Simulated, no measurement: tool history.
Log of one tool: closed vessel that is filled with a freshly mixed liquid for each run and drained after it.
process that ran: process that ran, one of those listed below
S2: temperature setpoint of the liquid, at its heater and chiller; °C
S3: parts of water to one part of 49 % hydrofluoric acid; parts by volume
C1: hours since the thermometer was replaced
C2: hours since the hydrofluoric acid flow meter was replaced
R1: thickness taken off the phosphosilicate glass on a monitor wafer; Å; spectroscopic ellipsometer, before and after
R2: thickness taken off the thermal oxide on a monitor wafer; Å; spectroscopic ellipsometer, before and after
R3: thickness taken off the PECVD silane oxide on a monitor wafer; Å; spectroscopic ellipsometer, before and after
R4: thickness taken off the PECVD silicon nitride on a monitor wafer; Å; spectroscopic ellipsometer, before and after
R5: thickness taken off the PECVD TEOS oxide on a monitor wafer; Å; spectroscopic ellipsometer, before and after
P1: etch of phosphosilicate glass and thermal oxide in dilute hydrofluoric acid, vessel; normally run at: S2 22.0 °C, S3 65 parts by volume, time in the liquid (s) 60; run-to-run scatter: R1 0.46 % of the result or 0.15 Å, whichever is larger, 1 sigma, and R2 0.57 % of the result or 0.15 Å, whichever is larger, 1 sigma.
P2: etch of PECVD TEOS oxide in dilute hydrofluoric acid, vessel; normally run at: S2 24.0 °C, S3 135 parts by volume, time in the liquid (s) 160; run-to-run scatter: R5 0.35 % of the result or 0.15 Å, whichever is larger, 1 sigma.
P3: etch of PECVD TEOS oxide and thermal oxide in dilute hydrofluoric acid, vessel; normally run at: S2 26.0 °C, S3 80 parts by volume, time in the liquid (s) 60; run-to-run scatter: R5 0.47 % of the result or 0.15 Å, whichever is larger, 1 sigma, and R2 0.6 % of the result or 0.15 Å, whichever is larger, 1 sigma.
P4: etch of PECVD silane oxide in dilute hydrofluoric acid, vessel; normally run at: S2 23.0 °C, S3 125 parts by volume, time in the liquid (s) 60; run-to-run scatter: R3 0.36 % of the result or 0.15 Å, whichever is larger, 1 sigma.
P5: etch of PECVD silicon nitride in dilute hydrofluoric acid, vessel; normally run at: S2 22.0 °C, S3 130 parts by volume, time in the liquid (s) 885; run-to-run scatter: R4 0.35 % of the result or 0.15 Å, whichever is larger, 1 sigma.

{"run": 1, "hour": 4.7, "process that ran": "P1", "S2": 22.0, "S3": 65, "time in the liquid (s)": 60, "C1": 1868.4, "C2": 502.3, "R1": 1254.1, "R2": 40.641}
{"run": 2, "hour": 9.3, "process that ran": "P4", "S2": 23.0, "S3": 125, "time in the liquid (s)": 60, "C1": 1873.0, "C2": 506.9, "R3": 192.46}
{"run": 3, "hour": 14.8, "process that ran": "P5", "S2": 22.0, "S3": 130, "time in the liquid (s)": 885, "C1": 1878.5, "C2": 512.4, "R4": 120.87}
{"run": 4, "hour": 17.6, "process that ran": "P1", "S2": 22.0, "S3": 65, "time in the liquid (s)": 60, "C1": 1881.3, "C2": 515.2, "R1": 1248.4, "R2": 40.652}
{"run": 5, "hour": 22.1, "process that ran": "P1", "S2": 22.0, "S3": 65, "time in the liquid (s)": 60, "C1": 1885.8, "C2": 519.7, "R1": 1247.5, "R2": 40.859}
{"run": 6, "hour": 26.1, "process that ran": "P3", "S2": 19.0, "S3": 80, "time in the liquid (s)": 60, "C1": 1889.8, "C2": 523.7, "R2": 29.521, "R5": 52.915}
{"run": 7, "hour": 29.8, "process that ran": "P2", "S2": 24.0, "S3": 135, "time in the liquid (s)": 265, "C1": 1893.5, "C2": 527.4, "R5": 391.83}
{"run": 8, "hour": 33.3, "process that ran": "P2", "S2": 24.0, "S3": 20, "time in the liquid (s)": 160, "C1": 1897.0, "C2": 530.9, "R5": 1851.0}
{"run": 9, "hour": 36.8, "process that ran": "P4", "S2": 23.0, "S3": 125, "time in the liquid (s)": 60, "C1": 1900.5, "C2": 534.4, "R3": 192.03}
{"run": 10, "hour": 41.2, "process that ran": "P5", "S2": 22.0, "S3": 190, "time in the liquid (s)": 885, "C1": 1904.9, "C2": 538.8, "R4": 82.911}
{"hour": 41.9, "done": "thermometer replaced"}
{"run": 11, "hour": 45.2, "process that ran": "P3", "S2": 26.0, "S3": 40, "time in the liquid (s)": 60, "C1": 3.3, "C2": 542.8, "R2": 82.27, "R5": 147.95}
{"run": 12, "hour": 48.1, "process that ran": "P5", "S2": 22.0, "S3": 130, "time in the liquid (s)": 480, "C1": 6.2, "C2": 545.7, "R4": 65.18}
{"run": 13, "hour": 52.7, "process that ran": "P1", "S2": 22.0, "S3": 65, "time in the liquid (s)": 30, "C1": 10.8, "C2": 550.3, "R1": 625.87, "R2": 20.284}
{"run": 14, "hour": 57.3, "process that ran": "P5", "S2": 17.0, "S3": 130, "time in the liquid (s)": 885, "C1": 15.4, "C2": 554.9, "R4": 85.983}
{"run": 15, "hour": 60.6, "process that ran": "P1", "S2": 22.0, "S3": 65, "time in the liquid (s)": 90, "C1": 18.7, "C2": 558.2, "R1": 1864.1, "R2": 61.564}
{"run": 16, "hour": 64.5, "process that ran": "P1", "S2": 18.0, "S3": 65, "time in the liquid (s)": 30, "C1": 22.6, "C2": 562.1, "R1": 526.82, "R2": 17.15}
{"run": 17, "hour": 68.6, "process that ran": "P4", "S2": 23.0, "S3": 125, "time in the liquid (s)": 120, "C1": 26.7, "C2": 566.2, "R3": 384.77}
{"run": 18, "hour": 73.1, "process that ran": "P4", "S2": 23.0, "S3": 200, "time in the liquid (s)": 60, "C1": 31.2, "C2": 570.7, "R3": 110.6}
{"run": 19, "hour": 75.9, "process that ran": "P1", "S2": 22.0, "S3": 65, "time in the liquid (s)": 60, "C1": 34.0, "C2": 573.5, "R1": 1249.2, "R2": 40.778}
{"run": 20, "hour": 81.7, "process that ran": "P4", "S2": 17.0, "S3": 125, "time in the liquid (s)": 60, "C1": 39.8, "C2": 579.3, "R3": 151.08}
{"run": 21, "hour": 85.8, "process that ran": "P2", "S2": 24.0, "S3": 135, "time in the liquid (s)": 160, "C1": 43.9, "C2": 583.4, "R5": 240.03}
{"run": 22, "hour": 89.4, "process that ran": "P2", "S2": 17.0, "S3": 135, "time in the liquid (s)": 160, "C1": 47.5, "C2": 587.0, "R5": 179.76}
{"run": 23, "hour": 94.2, "process that ran": "P1", "S2": 22.0, "S3": 95, "time in the liquid (s)": 60, "C1": 52.3, "C2": 591.8, "R1": 820.58, "R2": 26.541}
{"run": 24, "hour": 98.8, "process that ran": "P1", "S2": 22.0, "S3": 40, "time in the liquid (s)": 60, "C1": 56.9, "C2": 596.4, "R1": 2107.6, "R2": 68.278}
{"run": 25, "hour": 103.6, "process that ran": "P1", "S2": 29.5, "S3": 65, "time in the liquid (s)": 60, "C1": 61.7, "C2": 601.2, "R1": 1683.7, "R2": 55.056}
{"run": 26, "hour": 106.6, "process that ran": "P3", "S2": 26.0, "S3": 80, "time in the liquid (s)": 85, "C1": 64.7, "C2": 604.2, "R2": 55.805, "R5": 100.0}
{"run": 27, "hour": 110.5, "process that ran": "P1", "S2": 18.0, "S3": 65, "time in the liquid (s)": 60, "C1": 68.6, "C2": 608.1, "R1": 1060.7, "R2": 34.125}
{"run": 28, "hour": 114.8, "process that ran": "P3", "S2": 26.0, "S3": 80, "time in the liquid (s)": 60, "C1": 72.9, "C2": 612.4, "R2": 39.739, "R5": 71.241}

Forecast run 29:
{"run": 29, "hour": 120.2, "process that ran": "P1", "S2": 22.0, "S3": 65, "time in the liquid (s)": 60, "C1": 78.3, "C2": 617.8, "R1": "?", "R2": "?"}

{"run 29": {"R1": 1250.4, "R2": 40.284}}
